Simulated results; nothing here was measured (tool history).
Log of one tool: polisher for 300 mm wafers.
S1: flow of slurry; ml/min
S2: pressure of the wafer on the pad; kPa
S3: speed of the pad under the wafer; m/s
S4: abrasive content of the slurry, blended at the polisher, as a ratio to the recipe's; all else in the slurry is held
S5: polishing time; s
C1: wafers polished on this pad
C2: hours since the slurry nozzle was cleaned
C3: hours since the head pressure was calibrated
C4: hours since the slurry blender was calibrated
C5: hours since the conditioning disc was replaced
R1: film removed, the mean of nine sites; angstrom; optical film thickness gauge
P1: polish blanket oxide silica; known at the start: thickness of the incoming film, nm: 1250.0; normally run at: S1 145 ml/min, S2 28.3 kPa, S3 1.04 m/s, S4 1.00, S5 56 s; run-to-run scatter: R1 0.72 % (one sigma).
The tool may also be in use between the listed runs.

run   hour   S1    S2    S3    S4  S5    C1     C2      C3     C4     C5      R1
  1    9.6  145  28.3  1.04  1.00  56   902  149.7  1035.2  162.0  359.7  2019.0
  2   16.3  145  17.2  1.04  1.00  56   957  156.4  1041.9  168.7  366.4  1231.5
      28.4  -- conditioning disc replaced and pad reconditioned
  3   29.0  105  28.3  1.04  1.00  56  1061  169.1  1054.6  181.4    0.7  1903.4
  4   39.4  145  28.3  1.04  1.00  56  1146  179.5  1065.0  191.8   11.1  2034.2
  5   50.7  145  28.3  1.46  1.00  56  1239  190.8  1076.3  203.1   22.4  2644.3
  6   61.3  145  28.3  1.04  1.00  38  1326  201.4  1086.9  213.7   33.0  1380.5
  7   71.8  145  28.3  1.04  1.00  83  1412  211.9  1097.4  224.2   43.5  3025.4
  8   79.6  145  28.3  1.04  1.35  56  1476  219.7  1105.2  232.0   51.3  2289.9
  9   91.4  225  28.3  1.04  1.00  56  1573  231.5  1117.0  243.8   63.1  2147.3
 10   99.1  145  28.3  1.04  1.00  56  1636  239.2  1124.7  251.5   70.8  2024.9
 11  112.4  145  28.3  1.04  1.00  56  1745  252.5  1138.0  264.8   84.1  2036.8
 12  123.7  145  28.3  0.60  1.00  56  1838  263.8  1149.3  276.1   95.4  1324.4
 13  131.5  145  28.3  1.04  1.00  56  1902  271.6  1157.1  283.9  103.2  2023.5
 14  140.9  190  28.3  1.04  1.40  56  1979  281.0  1166.5  293.3  112.6  2458.7
 15  153.9  145  43.4  1.04  1.00  56  2086  294.0  1179.5  306.3  125.6  3114.6
 16  162.2  145  28.3  1.04  0.75  56  2154  302.3  1187.8  314.6  133.9  1766.1
 17  175.2  145  28.3  1.04  1.00  56  2260  315.3  1200.8  327.6  146.9  2025.5
 18  187.6  145  28.3  1.04  1.00  56  2362  327.7  1213.2  340.0  159.3  1982.6
 19  197.3  145  28.3  1.04  1.00  56  2442  337.4  1222.9  349.7  169.0  1926.2
 20  206.7  145  28.3  1.04  1.00  56  2519  346.8  1232.3  359.1  178.4  1933.7
 21  220.2  145  28.3  1.04  1.00  56  2629  360.3  1245.8  372.6  191.9  1880.3
     222.5  -- conditioning disc replaced and pad reconditioned
 22  233.8  145  28.3  1.04  1.00  56  2741  373.9  1259.4  386.2   11.3  1873.3
     235.4  -- head pressure recalibrated
 23  246.3  145  28.3  1.04  1.00  56  2844  386.4    11.0  398.7   23.8  1863.4
     248.1  -- worn pad replaced by a new one
 24  253.0  145  28.3  1.04  1.00  56    40  393.1    17.7  405.4   30.5  1852.1
 25  262.3  145  28.3  1.04  1.00  56   116  402.4    27.0  414.7   39.8  1868.9
 26  271.2  145  28.3  1.04  1.00  56   189  411.3    35.9  423.6   48.7  1833.4
 27  280.3  145  28.3  1.04  1.00  56   264  420.4    45.0  432.7   57.8  1860.7

What P1 gives has crept away from where it was. These 2 causes fit the log equally well, each at the size given:
A: abrasive missing from the slurry, % = 17.3
B: slurry flow missing at the pad, % = 34.3
The creep began at about hour 175.2.
Why every other cause is out:
removal rate lost through wear of the pad, %: serviced at hour 248.1, which brought nothing back
head's pressure below its setpoint, %: serviced at hour 235.4, which brought nothing back
time polished since the conditioner stopped cutting, s: serviced at hour 222.5, which brought nothing back

4 check runs are offered, each on 5 wafers whose results are averaged, their results left as question marks. Which one tells the causes apart?
check 1  289.4  145  28.3  0.62  1.00  56                       ?
check 2  289.4  145  20.0  0.78  1.00  56                       ?
check 3  289.4  145  17.2  1.32  1.00  56                       ?
check 4  289.4  205  28.3  1.04  1.00  56                       ?

What each check would give under each cause:
  check  result    if A    if B
check 1      R1  1224.2  1224.7
check 2      R1  1040.5  1040.9
check 3      R1  1366.3  1366.9
check 4      R1  1951.2  2000.6
How far apart the two closest causes lie, in the result that separates them most: check 1 0.04 %; check 2 0.04 %; check 3 0.04 %; check 4 2.5 %
Only check 4 tells the causes apart: in the others they would give nearly the same result.

Check 4 was then run and gave: R1 2006.1 angstrom. Which cause is it?

It is B: slurry flow missing at the pad, %.

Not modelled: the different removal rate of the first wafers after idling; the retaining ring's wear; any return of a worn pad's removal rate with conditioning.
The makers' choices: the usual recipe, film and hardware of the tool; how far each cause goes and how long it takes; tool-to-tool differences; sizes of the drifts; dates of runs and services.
